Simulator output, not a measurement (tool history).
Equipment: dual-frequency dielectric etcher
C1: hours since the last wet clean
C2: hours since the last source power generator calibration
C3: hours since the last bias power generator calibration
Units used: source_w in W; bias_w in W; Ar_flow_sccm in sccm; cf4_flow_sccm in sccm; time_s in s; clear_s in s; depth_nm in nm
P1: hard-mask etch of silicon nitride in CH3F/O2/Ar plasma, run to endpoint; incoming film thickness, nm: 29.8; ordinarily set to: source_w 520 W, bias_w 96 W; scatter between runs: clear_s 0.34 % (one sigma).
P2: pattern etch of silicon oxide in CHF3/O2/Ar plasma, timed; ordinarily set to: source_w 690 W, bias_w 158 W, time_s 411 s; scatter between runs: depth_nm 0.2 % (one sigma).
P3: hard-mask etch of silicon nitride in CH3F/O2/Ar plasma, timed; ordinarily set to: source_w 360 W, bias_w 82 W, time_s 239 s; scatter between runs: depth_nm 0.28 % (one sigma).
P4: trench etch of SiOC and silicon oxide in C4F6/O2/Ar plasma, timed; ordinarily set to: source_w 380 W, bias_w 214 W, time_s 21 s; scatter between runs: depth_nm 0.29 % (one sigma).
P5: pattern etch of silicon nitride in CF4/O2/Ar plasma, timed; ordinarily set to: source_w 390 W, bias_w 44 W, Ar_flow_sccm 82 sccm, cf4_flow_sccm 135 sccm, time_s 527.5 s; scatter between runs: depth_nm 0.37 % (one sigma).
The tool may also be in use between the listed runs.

Run 1, hour 11.9: process P1, source_w 520 W, bias_w 96 W; C1 188.3; C2 2415.1; C3 2293.5. Result: clear_s 35.459 s.
Run 2, hour 21.2: process P5, source_w 560 W, bias_w 44 W, Ar_flow_sccm 82 sccm, cf4_flow_sccm 135 sccm, time_s 527.5 s; C1 197.6; C2 2424.4; C3 2302.8. Result: depth_nm 1090.1 nm.
Run 3, hour 38.9: process P4, source_w 380 W, bias_w 214 W, time_s 21 s; C1 215.3; C2 2442.1; C3 2320.5. Result: depth_nm 43.755 nm.
Run 4, hour 48: process P2, source_w 900 W, bias_w 158 W, time_s 411 s; C1 224.4; C2 2451.2; C3 2329.6. Result: depth_nm 917.15 nm.
Run 5, hour 60.9: process P4, source_w 380 W, bias_w 214 W, time_s 11.5 s; C1 237.3; C2 2464.1; C3 2342.5. Result: depth_nm 24.035 nm.
Run 6, hour 78.2: process P3, source_w 360 W, bias_w 66 W, time_s 239 s; C1 254.6; C2 2481.4; C3 2359.8. Result: depth_nm 160.5 nm.
Run 7, hour 89.2: process P4, source_w 540 W, bias_w 214 W, time_s 21 s; C1 265.6; C2 2492.4; C3 2370.8. Result: depth_nm 50.344 nm.
Run 8, hour 98.3: process P2, source_w 690 W, bias_w 158 W, time_s 533.5 s; C1 274.7; C2 2501.5; C3 2379.9. Result: depth_nm 1076.9 nm.
Run 9, hour 108.8: process P1, source_w 520 W, bias_w 96 W; C1 285.2; C2 2512; C3 2390.4. Result: clear_s 35.145 s.
Run 10, hour 125.3: process P4, source_w 380 W, bias_w 142 W, time_s 21 s; C1 301.7; C2 2528.5; C3 2406.9. Result: depth_nm 38.492 nm.
Run 11, hour 136.4: process P4, source_w 380 W, bias_w 214 W, time_s 21 s; C1 312.8; C2 2539.6; C3 2418. Result: depth_nm 43.548 nm.
Run 12, hour 147: process P5, source_w 390 W, bias_w 44 W, Ar_flow_sccm 82 sccm, cf4_flow_sccm 160 sccm, time_s 527.5 s; C1 323.4; C2 2550.2; C3 2428.6. Result: depth_nm 814.6 nm.
Run 13, hour 159: process P1, source_w 520 W, bias_w 96 W; C1 335.4; C2 2562.2; C3 2440.6. Result: clear_s 35.285 s.
Run 14, hour 171.2: process P1, source_w 520 W, bias_w 96 W; C1 347.6; C2 2574.4; C3 2452.8. Result: clear_s 35.393 s.
Run 15, hour 189.7: process P5, source_w 390 W, bias_w 44 W, Ar_flow_sccm 113 sccm, cf4_flow_sccm 135 sccm, time_s 527.5 s; C1 366.1; C2 2592.9; C3 2471.3. Result: depth_nm 768.94 nm.
Run 16, hour 208.2: process P1, source_w 520 W, bias_w 96 W; C1 384.6; C2 2611.4; C3 2489.8. Result: clear_s 35.291 s.
Run 17, hour 220.9: process P1, source_w 620 W, bias_w 131 W; C1 397.3; C2 2624.1; C3 2502.5. Result: clear_s 29.599 s.
Run 18, hour 237.1: process P3, source_w 360 W, bias_w 82 W, time_s 239 s; C1 413.5; C2 2640.3; C3 2518.7. Result: depth_nm 172.66 nm.
Run 19, hour 245.9: process P3, source_w 360 W, bias_w 82 W, time_s 322 s; C1 422.3; C2 2649.1; C3 2527.5. Result: depth_nm 232.09 nm.
Run 20, hour 256.3: process P1, source_w 700 W, bias_w 96 W; C1 432.7; C2 2659.5; C3 2537.9. Result: clear_s 31.687 s.
Run 21, hour 264.3: process P3, source_w 500 W, bias_w 82 W, time_s 239 s; C1 440.7; C2 2667.5; C3 2545.9. Result: depth_nm 195.01 nm.
Run 22, hour 281.8: process P2, source_w 690 W, bias_w 222 W, time_s 411 s; C1 458.2; C2 2685; C3 2563.4. Result: depth_nm 927.53 nm.
Run 23, hour 299.5: process P5, source_w 390 W, bias_w 44 W, Ar_flow_sccm 82 sccm, cf4_flow_sccm 135 sccm, time_s 290 s; C1 475.9; C2 2702.7; C3 2581.1. Result: depth_nm 434.82 nm.
Run 24, hour 314.4: process P1, source_w 520 W, bias_w 96 W; C1 490.8; C2 2717.6; C3 2596. Result: clear_s 35.32 s.
Run 25, hour 331.5: process P1, source_w 520 W, bias_w 58 W; C1 507.9; C2 2734.7; C3 2613.1. Result: clear_s 41.968 s.
Run 26, hour 346.4: process P1, source_w 340 W, bias_w 96 W; C1 522.8; C2 2749.6; C3 2628. Result: clear_s 41.185 s.
Run 27, hour 357.4: process P5, source_w 390 W, bias_w 44 W, Ar_flow_sccm 82 sccm, cf4_flow_sccm 135 sccm, time_s 527.5 s; C1 533.8; C2 2760.6; C3 2639. Result: depth_nm 793.83 nm.
Run 28, hour 365.9: process P1, source_w 520 W, bias_w 96 W; C1 542.3; C2 2769.1; C3 2647.5. Result: clear_s 35.405 s.
Run 29, hour 381.9: process P2, source_w 690 W, bias_w 158 W, time_s 411 s; C1 558.3; C2 2785.1; C3 2663.5. Result: depth_nm 825.57 nm.
Run 30, hour 394.5: process P5, source_w 390 W, bias_w 31 W, Ar_flow_sccm 82 sccm, cf4_flow_sccm 135 sccm, time_s 527.5 s; C1 570.9; C2 2797.7; C3 2676.1. Result: depth_nm 706.27 nm.
Run 31, hour 412.6: process P1, source_w 320 W, bias_w 60 W; C1 589; C2 2815.8; C3 2694.2. Result: clear_s 49.973 s.
Run 32, hour 422.7: process P1, source_w 520 W, bias_w 133 W; C1 599.1; C2 2825.9; C3 2704.3. Result: clear_s 31.273 s.
Run 33, hour 437.6: process P3, source_w 360 W, bias_w 82 W, time_s 239 s; C1 614; C2 2840.8; C3 2719.2. Result: depth_nm 173.21 nm.
Run 34, hour 452.3: process P1, source_w 520 W, bias_w 96 W; C1 628.7; C2 2855.5; C3 2733.9. Result: clear_s 35.335 s.
Run 35, hour 464.4: process P1, source_w 520 W, bias_w 96 W; C1 640.8; C2 2867.6; C3 2746. Result: clear_s 35.517 s.
Run 36, hour 477.2: process P1, source_w 520 W, bias_w 96 W; C1 653.6; C2 2880.4; C3 2758.8. Result: clear_s 35.575 s.
Run 37, hour 491.2: process P1, source_w 520 W, bias_w 96 W; C1 667.6; C2 2894.4; C3 2772.8. Result: clear_s 35.805 s.
Run 38, hour 507.9: process P1, source_w 520 W, bias_w 96 W; C1 684.3; C2 2911.1; C3 2789.5. Result: clear_s 35.936 s.
At hour 518.7: wet clean of the chamber.
Run 39, hour 523.3: process P1, source_w 520 W, bias_w 96 W; C1 4.7; C2 2926.5; C3 2804.9. Result: clear_s 35.837 s.
Run 40, hour 536.4: process P1, source_w 520 W, bias_w 96 W; C1 17.8; C2 2939.6; C3 2818. Result: clear_s 36.126 s.
Run 41, hour 546.2: process P1, source_w 520 W, bias_w 96 W; C1 27.6; C2 2949.4; C3 2827.8. Result: clear_s 35.999 s.

What P1 gives has crept off from where it sat before. The 2 causes that follow fit the log equally well, each at the size noted:
A: bias power that arrives under what is set, % = 4.9
B: source power that arrives under what is set, % = 4.66
The gradual shift began around hour 452.3.
What rules out each remaining cause:
chamber walls in a state that lowers the etch rate, %: work on it at hour 518.7, done after the drift set in, did not restore what the process gave before

The 4 check runs listed below each average the results of 2 wafers, and their outcomes are marked with question marks. Under which run would the listed causes produce clearly different results?
Run check 1, hour 556: process P2, source_w 690 W, bias_w 212 W, time_s 525.5 s. Result: depth_nm ?.
Run check 2, hour 556: process P4, source_w 490 W, bias_w 214 W, time_s 16.5 s. Result: depth_nm ?.
Run check 3, hour 556: process P3, source_w 480 W, bias_w 82 W, time_s 317 s. Result: depth_nm ?.
Run check 4, hour 556: process P5, source_w 390 W, bias_w 44 W, Ar_flow_sccm 107 sccm, cf4_flow_sccm 135 sccm, time_s 527.5 s. Result: depth_nm ?.

Outcome of each check run for each possible cause:
  check    result    if A    if B
check 1  depth_nm  1146.9  1145.9
check 2  depth_nm  37.315   37.23
check 3  depth_nm  250.47  250.32
check 4  depth_nm   758.6  740.79
How far apart the two closest causes lie, in the result that separates them most: check 1 0.09 %; check 2 0.23 %; check 3 0.06 %; check 4 2.38 %
Of the check runs offered, only check 4 discriminates between the causes; the rest would read about the same regardless of which cause applies.

With check 4 done, the readings were: depth_nm 741.59 nm. Identify which of the listed causes applies.

B is the cause: source power that arrives under what is set, %.
